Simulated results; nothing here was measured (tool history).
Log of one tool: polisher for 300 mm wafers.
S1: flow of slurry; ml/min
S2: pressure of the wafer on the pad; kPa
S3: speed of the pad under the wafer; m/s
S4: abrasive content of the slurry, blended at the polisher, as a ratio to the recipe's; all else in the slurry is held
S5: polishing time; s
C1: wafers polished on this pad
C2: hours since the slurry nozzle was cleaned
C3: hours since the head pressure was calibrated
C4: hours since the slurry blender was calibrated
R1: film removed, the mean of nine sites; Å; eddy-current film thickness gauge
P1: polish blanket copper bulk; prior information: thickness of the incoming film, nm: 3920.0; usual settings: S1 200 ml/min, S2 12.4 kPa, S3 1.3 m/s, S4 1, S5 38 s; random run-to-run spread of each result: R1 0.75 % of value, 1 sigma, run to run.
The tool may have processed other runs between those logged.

run	hour	S1	S2	S3	S4	S5	C1	C2	C3	C4	R1
1	6.4	200	12.4	1.3	1	38	261	254.6	173.6	61.8	3133.1
2	17.4	200	12.4	1.3	1	26	395	265.6	184.6	72.8	2100.8
3	28.8	200	9	1.3	1	38	534	277	196	84.2	2182.7
4	42	200	6.2	1.3	0.8	38	695	290.2	209.2	97.4	1456.5
5	50.7	285	12.4	1.3	1	38	801	298.9	217.9	106.1	3202
6	58.7	200	12.4	1.3	1	38	899	306.9	225.9	114.1	3090.5
7	71.9	120	12.4	1.3	1	38	1060	320.1	239.1	127.3	2790.3
8	86.5	200	12.4	2.02	1	38	1239	334.7	253.7	141.9	4774.1
9	98.4	200	16.5	1.3	1	38	1384	346.6	265.6	153.8	4097.2
10	108.4	200	12.4	1.3	1.5	38	1506	356.6	275.6	163.8	3363.7
11	118.3	200	12.4	1.3	1	58	1627	366.5	285.5	173.7	4682.7
12	128.5	200	12.4	1.3	1	38	1751	376.7	295.7	183.9	3097.9
13	140.9	270	12.4	1	1	38	1903	389.1	308.1	196.3	2434.5
14	155	200	12.4	0.9	1	38	2075	403.2	322.2	210.4	2112.7
15	161.5	200	12.4	1.3	1	38	2154	409.7	328.7	216.9	3069.9
16	170.4	200	12.4	1.3	0.6	38	2263	418.6	337.6	225.8	2774.6
17	180.5	200	12.4	1.3	1	38	2386	428.7	347.7	235.9	3044.1
18	187.6	200	12.4	1.3	1	38	2473	435.8	354.8	243	3018.3
19	198.4	200	12.4	1.3	1	38	2605	446.6	365.6	253.8	2982.9
20	207.8	200	12.4	1.3	1	38	2720	456	375	263.2	2910.7
21	216.2	200	12.4	1.3	1	38	2822	464.4	383.4	271.6	2938.8
# hour 218.4: slurry blender recalibrated
# hour 229.2: head pressure recalibrated
22	229.6	200	12.4	1.3	1	38	2986	477.8	0.5	11.3	2911.4
23	243.7	200	12.4	1.3	1	38	3158	491.9	14.6	25.4	2877.1
24	257.2	200	12.4	1.3	1	38	3323	505.4	28.1	38.9	2843.5

What P1 gives has crept off from where it sat before. The 2 causes that follow fit the log equally well, each at the size noted:
A: slurry flow missing at the pad, % = 30.6
B: removal rate lost through wear of the pad, % = 5.61
The drift started at roughly hour 180.5.
All other causes, with the reason each is excluded:
head's pressure below its setpoint, %: work on it at hour 229.2, done after the drift set in, did not restore what the process gave before
abrasive missing from the slurry, %: work on it at hour 218.4, done after the drift set in, did not restore what the process gave before

Consider the 4 check runs below, whose results appear as question marks and each of which averages 3 wafers. Which one distinguishes the causes, in that each cause would give it a clearly different result?
check 1	270.7	120	12.4	1.3	1	38					?
check 2	270.7	200	12.4	1.72	1	46					?
check 3	270.7	200	12.4	1.3	1.45	55					?
check 4	270.7	200	12.4	1.82	1	38					?

How each check would come out, cause by cause:
check	result	if A	if B
check 1	R1	2567.2	2656
check 2	R1	4639.4	4639.4
check 3	R1	4547.9	4548
check 4	R1	4055.3	4055.4
Gap, in per cent, between the two causes that each check separates least, read from the result that separates them most: check 1 3.4 %; check 2 0 %; check 3 0 %; check 4 0 %
Only in check 1 would the causes give clearly different results; in the remaining checks their results would be nearly the same.

Check 1 was then run and gave: R1 2648.6 Å. Which cause is it?

It is B: removal rate lost through wear of the pad, %.
